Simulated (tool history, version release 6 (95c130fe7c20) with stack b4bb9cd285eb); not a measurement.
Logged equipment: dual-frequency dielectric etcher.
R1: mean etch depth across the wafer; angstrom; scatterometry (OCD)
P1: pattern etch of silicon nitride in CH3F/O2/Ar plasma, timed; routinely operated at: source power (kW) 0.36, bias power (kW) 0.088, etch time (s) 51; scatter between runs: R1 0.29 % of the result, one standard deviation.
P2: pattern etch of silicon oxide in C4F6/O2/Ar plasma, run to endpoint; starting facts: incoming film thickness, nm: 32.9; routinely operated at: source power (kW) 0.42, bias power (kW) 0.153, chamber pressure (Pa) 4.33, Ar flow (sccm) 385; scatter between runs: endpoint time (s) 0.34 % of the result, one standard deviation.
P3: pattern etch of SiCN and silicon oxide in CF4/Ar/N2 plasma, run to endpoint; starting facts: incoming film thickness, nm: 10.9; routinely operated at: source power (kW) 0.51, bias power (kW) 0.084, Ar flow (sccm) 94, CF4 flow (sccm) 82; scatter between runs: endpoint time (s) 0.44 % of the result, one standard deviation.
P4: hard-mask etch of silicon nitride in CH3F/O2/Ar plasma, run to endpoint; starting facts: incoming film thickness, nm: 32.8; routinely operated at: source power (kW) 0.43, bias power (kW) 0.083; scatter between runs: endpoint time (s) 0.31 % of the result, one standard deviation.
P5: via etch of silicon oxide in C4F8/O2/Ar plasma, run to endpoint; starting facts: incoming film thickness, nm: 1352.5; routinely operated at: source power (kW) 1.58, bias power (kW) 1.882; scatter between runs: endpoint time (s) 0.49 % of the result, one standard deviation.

{"run": 1, "hour": 5.0, "process that ran": "P1", "source power (kW)": 0.36, "bias power (kW)": 0.088, "etch time (s)": 51, "R1": 367.35}
{"run": 2, "hour": 9.8, "process that ran": "P3", "source power (kW)": 0.51, "bias power (kW)": 0.084, "Ar flow (sccm)": 94, "CF4 flow (sccm)": 82, "endpoint time (s)": 10.39}
{"run": 3, "hour": 14.5, "process that ran": "P3", "source power (kW)": 0.51, "bias power (kW)": 0.084, "Ar flow (sccm)": 64, "CF4 flow (sccm)": 82, "endpoint time (s)": 9.898}
{"run": 4, "hour": 18.8, "process that ran": "P3", "source power (kW)": 0.62, "bias power (kW)": 0.084, "Ar flow (sccm)": 94, "CF4 flow (sccm)": 82, "endpoint time (s)": 8.7385}
{"run": 5, "hour": 23.8, "process that ran": "P1", "source power (kW)": 0.36, "bias power (kW)": 0.088, "etch time (s)": 65.5, "R1": 470.35}
{"run": 6, "hour": 30.9, "process that ran": "P1", "source power (kW)": 0.36, "bias power (kW)": 0.088, "etch time (s)": 28, "R1": 201.03}
{"run": 7, "hour": 34.3, "process that ran": "P5", "source power (kW)": 1.58, "bias power (kW)": 2.293, "endpoint time (s)": 275.36}
{"run": 8, "hour": 38.5, "process that ran": "P2", "source power (kW)": 0.27, "bias power (kW)": 0.153, "Ar flow (sccm)": 385, "chamber pressure (Pa)": 4.33, "endpoint time (s)": 13.409}
{"run": 9, "hour": 43.0, "process that ran": "P1", "source power (kW)": 0.29, "bias power (kW)": 0.088, "etch time (s)": 51, "R1": 337.97}
{"run": 10, "hour": 49.1, "process that ran": "P2", "source power (kW)": 0.42, "bias power (kW)": 0.153, "Ar flow (sccm)": 385, "chamber pressure (Pa)": 5.47, "endpoint time (s)": 11.663}
{"run": 11, "hour": 54.0, "process that ran": "P1", "source power (kW)": 0.49, "bias power (kW)": 0.088, "etch time (s)": 30, "R1": 242.06}
{"run": 12, "hour": 59.9, "process that ran": "P1", "source power (kW)": 0.36, "bias power (kW)": 0.056, "etch time (s)": 51, "R1": 313.47}
{"run": 13, "hour": 65.8, "process that ran": "P1", "source power (kW)": 0.36, "bias power (kW)": 0.088, "etch time (s)": 51, "R1": 367.43}
{"run": 14, "hour": 71.6, "process that ran": "P5", "source power (kW)": 1.58, "bias power (kW)": 1.882, "endpoint time (s)": 291.84}
{"run": 15, "hour": 76.0, "process that ran": "P1", "source power (kW)": 0.51, "bias power (kW)": 0.088, "etch time (s)": 51, "R1": 419.79}
{"run": 16, "hour": 79.4, "process that ran": "P3", "source power (kW)": 0.51, "bias power (kW)": 0.084, "Ar flow (sccm)": 94, "CF4 flow (sccm)": 82, "endpoint time (s)": 10.37}
{"run": 17, "hour": 83.6, "process that ran": "P5", "source power (kW)": 2.23, "bias power (kW)": 1.882, "endpoint time (s)": 251.55}
{"run": 18, "hour": 87.2, "process that ran": "P2", "source power (kW)": 0.42, "bias power (kW)": 0.153, "Ar flow (sccm)": 385, "chamber pressure (Pa)": 4.33, "endpoint time (s)": 11.405}
{"run": 19, "hour": 91.5, "process that ran": "P4", "source power (kW)": 0.31, "bias power (kW)": 0.083, "endpoint time (s)": 49.795}
{"hour": 93.2, "done": "source power generator calibrated"}
{"run": 20, "hour": 94.8, "process that ran": "P1", "source power (kW)": 0.36, "bias power (kW)": 0.088, "etch time (s)": 51, "R1": 366.09}
{"hour": 97.8, "done": "wet clean of the chamber"}
{"run": 21, "hour": 100.3, "process that ran": "P2", "source power (kW)": 0.42, "bias power (kW)": 0.213, "Ar flow (sccm)": 385, "chamber pressure (Pa)": 4.33, "endpoint time (s)": 10.196}
{"run": 22, "hour": 107.2, "process that ran": "P3", "source power (kW)": 0.51, "bias power (kW)": 0.084, "Ar flow (sccm)": 94, "CF4 flow (sccm)": 51, "endpoint time (s)": 11.164}
{"run": 23, "hour": 112.0, "process that ran": "P1", "source power (kW)": 0.36, "bias power (kW)": 0.125, "etch time (s)": 51, "R1": 418.52}
{"run": 24, "hour": 119.2, "process that ran": "P2", "source power (kW)": 0.42, "bias power (kW)": 0.153, "Ar flow (sccm)": 256, "chamber pressure (Pa)": 4.33, "endpoint time (s)": 10.822}
{"run": 25, "hour": 122.5, "process that ran": "P4", "source power (kW)": 0.43, "bias power (kW)": 0.083, "endpoint time (s)": 43.997}
{"run": 26, "hour": 127.9, "process that ran": "P1", "source power (kW)": 0.36, "bias power (kW)": 0.088, "etch time (s)": 51, "R1": 366.16}
{"run": 27, "hour": 131.3, "process that ran": "P5", "source power (kW)": 1.58, "bias power (kW)": 1.882, "endpoint time (s)": 292.25}
{"run": 28, "hour": 137.8, "process that ran": "P4", "source power (kW)": 0.43, "bias power (kW)": 0.116, "endpoint time (s)": 38.899}
{"run": 29, "hour": 144.3, "process that ran": "P3", "source power (kW)": 0.51, "bias power (kW)": 0.1, "Ar flow (sccm)": 94, "CF4 flow (sccm)": 82, "endpoint time (s)": 9.8716}
{"run": 30, "hour": 151.4, "process that ran": "P1", "source power (kW)": 0.36, "bias power (kW)": 0.088, "etch time (s)": 51, "R1": 368.4}
{"run": 31, "hour": 155.5, "process that ran": "P1", "source power (kW)": 0.36, "bias power (kW)": 0.088, "etch time (s)": 51, "R1": 364.69}
{"run": 32, "hour": 160.6, "process that ran": "P1", "source power (kW)": 0.36, "bias power (kW)": 0.088, "etch time (s)": 51, "R1": 363.42}
{"run": 33, "hour": 164.8, "process that ran": "P1", "source power (kW)": 0.36, "bias power (kW)": 0.088, "etch time (s)": 51, "R1": 363.8}
{"run": 34, "hour": 169.4, "process that ran": "P1", "source power (kW)": 0.36, "bias power (kW)": 0.088, "etch time (s)": 51, "R1": 362.48}
{"run": 35, "hour": 176.0, "process that ran": "P1", "source power (kW)": 0.36, "bias power (kW)": 0.088, "etch time (s)": 51, "R1": 361.7}
{"run": 36, "hour": 179.7, "process that ran": "P1", "source power (kW)": 0.36, "bias power (kW)": 0.088, "etch time (s)": 51, "R1": 361.63}
{"hour": 182.0, "done": "wet clean of the chamber"}
{"run": 37, "hour": 183.1, "process that ran": "P1", "source power (kW)": 0.36, "bias power (kW)": 0.088, "etch time (s)": 51, "R1": 360.77}
{"run": 38, "hour": 187.3, "process that ran": "P1", "source power (kW)": 0.36, "bias power (kW)": 0.088, "etch time (s)": 51, "R1": 360.61}
{"run": 39, "hour": 193.4, "process that ran": "P1", "source power (kW)": 0.36, "bias power (kW)": 0.088, "etch time (s)": 51, "R1": 360.33}

The output of P1 has drifted from where it used to be. Each of the 2 causes below, taken at the size shown beside it, accounts for the log equally well:
A: source power that arrives under what is set, % = 4.02
B: bias power that arrives under what is set, % = 4.19
The creep began at about hour 151.4.
The rest of the possible causes, and what rules out each one:
chamber walls in a state that lowers the etch rate, %: work on it at hour 182, done after the drift set in, did not restore what the process gave before

Of the 4 check runs below, each run on 2 wafers with the results averaged and each result still a question mark, which one would tell the listed causes apart?
{"run": "check 1", "hour": 199.5, "process that ran": "P4", "source power (kW)": 0.35, "bias power (kW)": 0.106, "endpoint time (s)": "?"}
{"run": "check 2", "hour": 199.5, "process that ran": "P5", "source power (kW)": 2.19, "bias power (kW)": 2.285, "endpoint time (s)": "?"}
{"run": "check 3", "hour": 199.5, "process that ran": "P3", "source power (kW)": 0.51, "bias power (kW)": 0.084, "Ar flow (sccm)": 77, "CF4 flow (sccm)": 82, "endpoint time (s)": "?"}
{"run": "check 4", "hour": 199.5, "process that ran": "P2", "source power (kW)": 0.28, "bias power (kW)": 0.213, "Ar flow (sccm)": 385, "chamber pressure (Pa)": 4.33, "endpoint time (s)": "?"}

Outcome of each check run for each possible cause:
check=check_1 result=endpoint_time_(s) if_A=44.144 if_B=44.178
check=check_2 result=endpoint_time_(s) if_A=245.56 if_B=244.62
check=check_3 result=endpoint_time_(s) if_A=10.488 if_B=10.255
check=check_4 result=endpoint_time_(s) if_A=12.111 if_B=12.094
How far apart the two closest causes lie, in the result that separates them most: check 1 0.08 %; check 2 0.38 %; check 3 2.25 %; check 4 0.14 %
The other checks would show nearly matching results whichever cause is true, so check 3 is the only one that separates the causes.

The results of check 3 are: endpoint time (s) 10.292. Based on these, which of the listed causes is it?

The correct cause is B, namely: bias power that arrives under what is set, %.
